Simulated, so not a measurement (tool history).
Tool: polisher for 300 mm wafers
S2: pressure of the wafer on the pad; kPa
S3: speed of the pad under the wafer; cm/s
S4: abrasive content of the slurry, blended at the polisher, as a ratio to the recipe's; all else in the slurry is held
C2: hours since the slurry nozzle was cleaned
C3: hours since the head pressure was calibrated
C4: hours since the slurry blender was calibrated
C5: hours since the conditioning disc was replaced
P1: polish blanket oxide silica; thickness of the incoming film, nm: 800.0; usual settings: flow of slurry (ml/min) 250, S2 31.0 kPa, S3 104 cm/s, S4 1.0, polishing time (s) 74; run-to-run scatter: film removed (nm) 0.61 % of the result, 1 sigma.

{"run": 1, "hour": 3.1, "flow of slurry (ml/min)": 250, "S2": 31.0, "S3": 104, "S4": 1.0, "polishing time (s)": 74, "wafers polished on this pad": 531, "C2": 437.1, "C3": 407.4, "C4": 61.8, "C5": 239.2, "film removed (nm)": 272.42}
{"run": 2, "hour": 9.4, "flow of slurry (ml/min)": 250, "S2": 31.0, "S3": 104, "S4": 1.0, "polishing time (s)": 115, "wafers polished on this pad": 594, "C2": 443.4, "C3": 413.7, "C4": 68.1, "C5": 245.5, "film removed (nm)": 425.41}
{"run": 3, "hour": 15.3, "flow of slurry (ml/min)": 250, "S2": 31.0, "S3": 130, "S4": 0.6, "polishing time (s)": 74, "wafers polished on this pad": 653, "C2": 449.3, "C3": 419.6, "C4": 74.0, "C5": 251.4, "film removed (nm)": 254.86}
{"run": 4, "hour": 18.4, "flow of slurry (ml/min)": 250, "S2": 13.8, "S3": 104, "S4": 1.0, "polishing time (s)": 74, "wafers polished on this pad": 684, "C2": 452.4, "C3": 422.7, "C4": 77.1, "C5": 254.5, "film removed (nm)": 123.66}
{"run": 5, "hour": 24.6, "flow of slurry (ml/min)": 250, "S2": 31.0, "S3": 104, "S4": 1.5, "polishing time (s)": 74, "wafers polished on this pad": 746, "C2": 458.6, "C3": 428.9, "C4": 83.3, "C5": 260.7, "film removed (nm)": 325.35}
{"run": 6, "hour": 27.7, "flow of slurry (ml/min)": 250, "S2": 31.0, "S3": 104, "S4": 1.0, "polishing time (s)": 74, "wafers polished on this pad": 777, "C2": 461.7, "C3": 432.0, "C4": 86.4, "C5": 263.8, "film removed (nm)": 275.1}
{"run": 7, "hour": 34.6, "flow of slurry (ml/min)": 250, "S2": 31.0, "S3": 104, "S4": 0.5, "polishing time (s)": 74, "wafers polished on this pad": 847, "C2": 468.6, "C3": 438.9, "C4": 93.3, "C5": 270.7, "film removed (nm)": 188.3}
{"run": 8, "hour": 38.6, "flow of slurry (ml/min)": 250, "S2": 31.0, "S3": 104, "S4": 1.0, "polishing time (s)": 74, "wafers polished on this pad": 887, "C2": 472.6, "C3": 442.9, "C4": 97.3, "C5": 274.7, "film removed (nm)": 275.22}
{"run": 9, "hour": 44.1, "flow of slurry (ml/min)": 250, "S2": 31.0, "S3": 104, "S4": 1.0, "polishing time (s)": 74, "wafers polished on this pad": 942, "C2": 478.1, "C3": 448.4, "C4": 102.8, "C5": 280.2, "film removed (nm)": 274.98}
{"run": 10, "hour": 47.2, "flow of slurry (ml/min)": 150, "S2": 31.0, "S3": 104, "S4": 1.0, "polishing time (s)": 74, "wafers polished on this pad": 973, "C2": 481.2, "C3": 451.5, "C4": 105.9, "C5": 283.3, "film removed (nm)": 252.44}
{"run": 11, "hour": 50.5, "flow of slurry (ml/min)": 250, "S2": 31.0, "S3": 54, "S4": 1.0, "polishing time (s)": 44, "wafers polished on this pad": 1006, "C2": 484.5, "C3": 454.8, "C4": 109.2, "C5": 286.6, "film removed (nm)": 97.283}
{"run": 12, "hour": 53.9, "flow of slurry (ml/min)": 250, "S2": 43.4, "S3": 104, "S4": 1.0, "polishing time (s)": 74, "wafers polished on this pad": 1040, "C2": 487.9, "C3": 458.2, "C4": 112.6, "C5": 290.0, "film removed (nm)": 382.59}
{"run": 13, "hour": 59.6, "flow of slurry (ml/min)": 250, "S2": 31.0, "S3": 104, "S4": 1.0, "polishing time (s)": 74, "wafers polished on this pad": 1097, "C2": 493.6, "C3": 463.9, "C4": 118.3, "C5": 295.7, "film removed (nm)": 273.72}
{"run": 14, "hour": 65.8, "flow of slurry (ml/min)": 250, "S2": 31.0, "S3": 132, "S4": 1.0, "polishing time (s)": 74, "wafers polished on this pad": 1159, "C2": 499.8, "C3": 470.1, "C4": 124.5, "C5": 301.9, "film removed (nm)": 335.91}
{"run": 15, "hour": 68.8, "flow of slurry (ml/min)": 150, "S2": 15.2, "S3": 104, "S4": 1.0, "polishing time (s)": 74, "wafers polished on this pad": 1190, "C2": 502.8, "C3": 473.1, "C4": 127.5, "C5": 304.9, "film removed (nm)": 124.78}
{"run": 16, "hour": 72.9, "flow of slurry (ml/min)": 250, "S2": 31.0, "S3": 60, "S4": 1.0, "polishing time (s)": 74, "wafers polished on this pad": 1231, "C2": 506.9, "C3": 477.2, "C4": 131.6, "C5": 309.0, "film removed (nm)": 176.43}
{"run": 17, "hour": 78.1, "flow of slurry (ml/min)": 250, "S2": 31.0, "S3": 104, "S4": 1.0, "polishing time (s)": 74, "wafers polished on this pad": 1283, "C2": 512.1, "C3": 482.4, "C4": 136.8, "C5": 314.2, "film removed (nm)": 276.69}
{"run": 18, "hour": 83.5, "flow of slurry (ml/min)": 395, "S2": 31.0, "S3": 104, "S4": 1.0, "polishing time (s)": 74, "wafers polished on this pad": 1337, "C2": 517.5, "C3": 487.8, "C4": 142.2, "C5": 319.6, "film removed (nm)": 286.9}
{"run": 19, "hour": 89.1, "flow of slurry (ml/min)": 250, "S2": 31.0, "S3": 104, "S4": 1.0, "polishing time (s)": 33, "wafers polished on this pad": 1393, "C2": 523.1, "C3": 493.4, "C4": 147.8, "C5": 325.2, "film removed (nm)": 122.91}
{"run": 20, "hour": 94.8, "flow of slurry (ml/min)": 250, "S2": 31.0, "S3": 104, "S4": 1.0, "polishing time (s)": 74, "wafers polished on this pad": 1450, "C2": 528.8, "C3": 499.1, "C4": 153.5, "C5": 330.9, "film removed (nm)": 275.4}
{"run": 21, "hour": 97.8, "flow of slurry (ml/min)": 250, "S2": 31.0, "S3": 104, "S4": 1.0, "polishing time (s)": 74, "wafers polished on this pad": 1480, "C2": 531.8, "C3": 502.1, "C4": 156.5, "C5": 333.9, "film removed (nm)": 268.99}
{"run": 22, "hour": 104.3, "flow of slurry (ml/min)": 250, "S2": 31.0, "S3": 104, "S4": 1.0, "polishing time (s)": 74, "wafers polished on this pad": 1545, "C2": 538.3, "C3": 508.6, "C4": 163.0, "C5": 340.4, "film removed (nm)": 256.75}
{"run": 23, "hour": 108.5, "flow of slurry (ml/min)": 250, "S2": 31.0, "S3": 104, "S4": 1.0, "polishing time (s)": 74, "wafers polished on this pad": 1587, "C2": 542.5, "C3": 512.8, "C4": 167.2, "C5": 344.6, "film removed (nm)": 250.38}
{"run": 24, "hour": 113.7, "flow of slurry (ml/min)": 250, "S2": 31.0, "S3": 104, "S4": 1.0, "polishing time (s)": 74, "wafers polished on this pad": 1640, "C2": 547.7, "C3": 518.0, "C4": 172.4, "C5": 349.8, "film removed (nm)": 244.42}
{"hour": 116.8, "done": "conditioning disc replaced and pad reconditioned"}
{"run": 25, "hour": 117.5, "flow of slurry (ml/min)": 250, "S2": 31.0, "S3": 104, "S4": 1.0, "polishing time (s)": 74, "wafers polished on this pad": 1678, "C2": 551.5, "C3": 521.8, "C4": 176.2, "C5": 0.8, "film removed (nm)": 241.54}
{"hour": 119.3, "done": "slurry nozzle cleaned"}
{"run": 26, "hour": 120.5, "flow of slurry (ml/min)": 250, "S2": 31.0, "S3": 104, "S4": 1.0, "polishing time (s)": 74, "wafers polished on this pad": 1708, "C2": 1.3, "C3": 524.8, "C4": 179.2, "C5": 3.8, "film removed (nm)": 243.53}
{"hour": 124.3, "done": "head pressure recalibrated"}
{"run": 27, "hour": 125.2, "flow of slurry (ml/min)": 250, "S2": 31.0, "S3": 104, "S4": 1.0, "polishing time (s)": 74, "wafers polished on this pad": 1755, "C2": 6.0, "C3": 1.0, "C4": 183.9, "C5": 8.5, "film removed (nm)": 243.79}
{"run": 28, "hour": 130.2, "flow of slurry (ml/min)": 250, "S2": 31.0, "S3": 104, "S4": 1.0, "polishing time (s)": 74, "wafers polished on this pad": 1805, "C2": 11.0, "C3": 6.0, "C4": 188.9, "C5": 13.5, "film removed (nm)": 239.96}
{"run": 29, "hour": 134.2, "flow of slurry (ml/min)": 250, "S2": 31.0, "S3": 104, "S4": 1.0, "polishing time (s)": 74, "wafers polished on this pad": 1845, "C2": 15.0, "C3": 10.0, "C4": 192.9, "C5": 17.5, "film removed (nm)": 239.51}

What P1 gives has crept away from where it was. These 2 causes fit the log equally well, each at the size given:
A: abrasive missing from the slurry, % = 23.6
B: removal rate lost through wear of the pad, % = 12.3
The creep began at about hour 94.8.
Why every other cause is out:
slurry flow missing at the pad, %: serviced at hour 119.3, which brought nothing back
head's pressure below its setpoint, %: serviced at hour 124.3, which brought nothing back
time polished since the conditioner stopped cutting, s: serviced at hour 116.8, which brought nothing back

4 check runs are offered, each on 3 wafers whose results are averaged, their results left as question marks. Which one tells the causes apart?
{"run": "check 1", "hour": 138.2, "flow of slurry (ml/min)": 250, "S2": 15.2, "S3": 68, "S4": 1.0, "polishing time (s)": 74, "film removed (nm)": "?"}
{"run": "check 2", "hour": 138.2, "flow of slurry (ml/min)": 390, "S2": 31.0, "S3": 104, "S4": 1.0, "polishing time (s)": 74, "film removed (nm)": "?"}
{"run": "check 3", "hour": 138.2, "flow of slurry (ml/min)": 250, "S2": 31.0, "S3": 104, "S4": 1.0, "polishing time (s)": 113, "film removed (nm)": "?"}
{"run": "check 4", "hour": 138.2, "flow of slurry (ml/min)": 250, "S2": 41.4, "S3": 104, "S4": 0.65, "polishing time (s)": 74, "film removed (nm)": "?"}

What each check would give under each cause:
check=check_1 result=film_removed_(nm) if_A=83.921 if_B=83.933
check=check_2 result=film_removed_(nm) if_A=250.610 if_B=250.650
check=check_3 result=film_removed_(nm) if_A=368.240 if_B=368.290
check=check_4 result=film_removed_(nm) if_A=251.010 if_B=258.340
How far apart the two closest causes lie, in the result that separates them most: check 1 0.01 %; check 2 0.01 %; check 3 0.01 %; check 4 2.88 %
Check 4 tells the causes apart: in the others they would give nearly the same result.

Then check 4 was run and gave: film removed (nm) 251.930. Which cause is it?

It is A: abrasive missing from the slurry, %.
